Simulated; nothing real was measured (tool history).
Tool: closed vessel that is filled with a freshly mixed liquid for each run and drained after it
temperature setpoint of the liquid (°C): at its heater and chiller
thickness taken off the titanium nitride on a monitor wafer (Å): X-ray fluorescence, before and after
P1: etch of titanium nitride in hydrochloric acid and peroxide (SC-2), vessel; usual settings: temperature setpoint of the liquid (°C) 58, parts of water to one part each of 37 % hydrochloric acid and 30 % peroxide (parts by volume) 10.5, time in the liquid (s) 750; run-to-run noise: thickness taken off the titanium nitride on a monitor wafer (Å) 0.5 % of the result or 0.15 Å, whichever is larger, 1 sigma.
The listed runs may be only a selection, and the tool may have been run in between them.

| run | hour | temperature setpoint of the liquid (°C) | parts of water to one part each of 37 % hydrochloric acid and 30 % peroxide (parts by volume) | time in the liquid (s) | hours since the thermometer was replaced | hours since the chemicals flow meter was replaced | hours since the drum of peroxide was connected | thickness taken off the titanium nitride on a monitor wafer (Å) |
|---|---|---|---|---|---|---|---|---|
| 1 | 9.4 | 58 | 10.5 | 750 | 1902.7 | 1256.5 | 176.5 | 273.36 |
| 2 | 18.2 | 58 | 10.5 | 750 | 1911.5 | 1265.3 | 185.3 | 275.2 |
| 3 | 33.1 | 58 | 10.5 | 50 | 1926.4 | 1280.2 | 200.2 | 18.225 |
| 4 | 48.7 | 58 | 10.5 | 750 | 1942 | 1295.8 | 215.8 | 274.3 |
| 5 | 61.3 | 58 | 10.5 | 1285 | 1954.6 | 1308.4 | 228.4 | 469.81 |
| 6 | 73.2 | 58 | 10.5 | 750 | 1966.5 | 1320.3 | 240.3 | 271.62 |
| 7 | 80.9 | 50 | 10.5 | 330 | 1974.2 | 1328 | 248 | 71.679 |
| 8 | 96.6 | 58 | 10.5 | 750 | 1989.9 | 1343.7 | 263.7 | 275.87 |
| 9 | 111.2 | 44 | 10.5 | 750 | 2004.5 | 1358.3 | 278.3 | 108.62 |
|  | 117.7 | chemicals flow meter replaced |
| 10 | 125.8 | 58 | 18 | 750 | 2019.1 | 8.2 | 292.9 | 171.63 |
| 11 | 134 | 72 | 10.5 | 750 | 2027.3 | 16.4 | 301.1 | 645.67 |
| 12 | 147.8 | 58 | 10.5 | 750 | 2041.1 | 30.2 | 314.9 | 272.92 |
| 13 | 156.9 | 58 | 10.5 | 750 | 2050.2 | 39.3 | 324 | 271.57 |
| 14 | 169.4 | 58 | 4 | 750 | 2062.7 | 51.8 | 336.5 | 568.08 |
| 15 | 184.7 | 58 | 10.5 | 750 | 2078 | 67.1 | 351.8 | 272.08 |
| 16 | 193.8 | 58 | 10.5 | 750 | 2087.1 | 76.2 | 360.9 | 283.6 |
| 17 | 209.2 | 58 | 10.5 | 750 | 2102.5 | 91.6 | 376.3 | 288.96 |
| 18 | 217.5 | 58 | 10.5 | 750 | 2110.8 | 99.9 | 384.6 | 295.79 |
| 19 | 227.1 | 58 | 10.5 | 750 | 2120.4 | 109.5 | 394.2 | 294.99 |
| 20 | 235.2 | 58 | 10.5 | 750 | 2128.5 | 117.6 | 402.3 | 295.95 |
| 21 | 243 | 58 | 10.5 | 750 | 2136.3 | 125.4 | 410.1 | 296.41 |
| 22 | 253 | 58 | 10.5 | 750 | 2146.3 | 135.4 | 420.1 | 295.55 |
| 23 | 268.7 | 58 | 10.5 | 750 | 2162 | 151.1 | 435.8 | 300.23 |

What P1 gives has crept off from where it sat before. The 2 causes that follow fit the log equally well, each at the size noted:
A: liquid hotter than its thermometer reads (K) = 1.31
B: chemicals flow above the setpoint (%) = 10.4
The process output started creeping at around hour 184.7.
Why every other cause is out:
peroxide weaker than its label (%): capped at 8; at that size thickness taken off the titanium nitride on a monitor wafer (Å) would change by -7.4 %, too little to explain the creep or opposite to it

You are offered 4 check runs, listed below with question marks in place of their results; each one averages 3 wafers. Which run separates the listed causes by giving clearly different results for each?
| check 1 | 284.4 | 58 | 17.5 | 70 |  |  |  | ? |
| check 2 | 284.4 | 50.5 | 10.5 | 60 |  |  |  | ? |
| check 3 | 284.4 | 47 | 4 | 750 |  |  |  | ? |
| check 4 | 284.4 | 69 | 10.5 | 90 |  |  |  | ? |

Predicted outcomes, by check and by cause:
| check | result | if A | if B |
|---|---|---|---|
| check 1 | thickness taken off the titanium nitride on a monitor wafer (Å) | 17.817 | 17.915 |
| check 2 | thickness taken off the titanium nitride on a monitor wafer (Å) | 14.692 | 14.629 |
| check 3 | thickness taken off the titanium nitride on a monitor wafer (Å) | 303 | 295.89 |
| check 4 | thickness taken off the titanium nitride on a monitor wafer (Å) | 69.888 | 70.224 |
Distance between the nearest two causes, measured in the result of the check that separates them most: check 1 0.55 %; check 2 0.43 %; check 3 2.37 %; check 4 0.48 %
Only in check 3 would the causes give clearly different results; in the remaining checks their results would be nearly the same.

Running check 3 produced the following: thickness taken off the titanium nitride on a monitor wafer (Å) 295.76. Which one of the listed causes fits?

The correct cause is B, namely: chemicals flow above the setpoint (%).

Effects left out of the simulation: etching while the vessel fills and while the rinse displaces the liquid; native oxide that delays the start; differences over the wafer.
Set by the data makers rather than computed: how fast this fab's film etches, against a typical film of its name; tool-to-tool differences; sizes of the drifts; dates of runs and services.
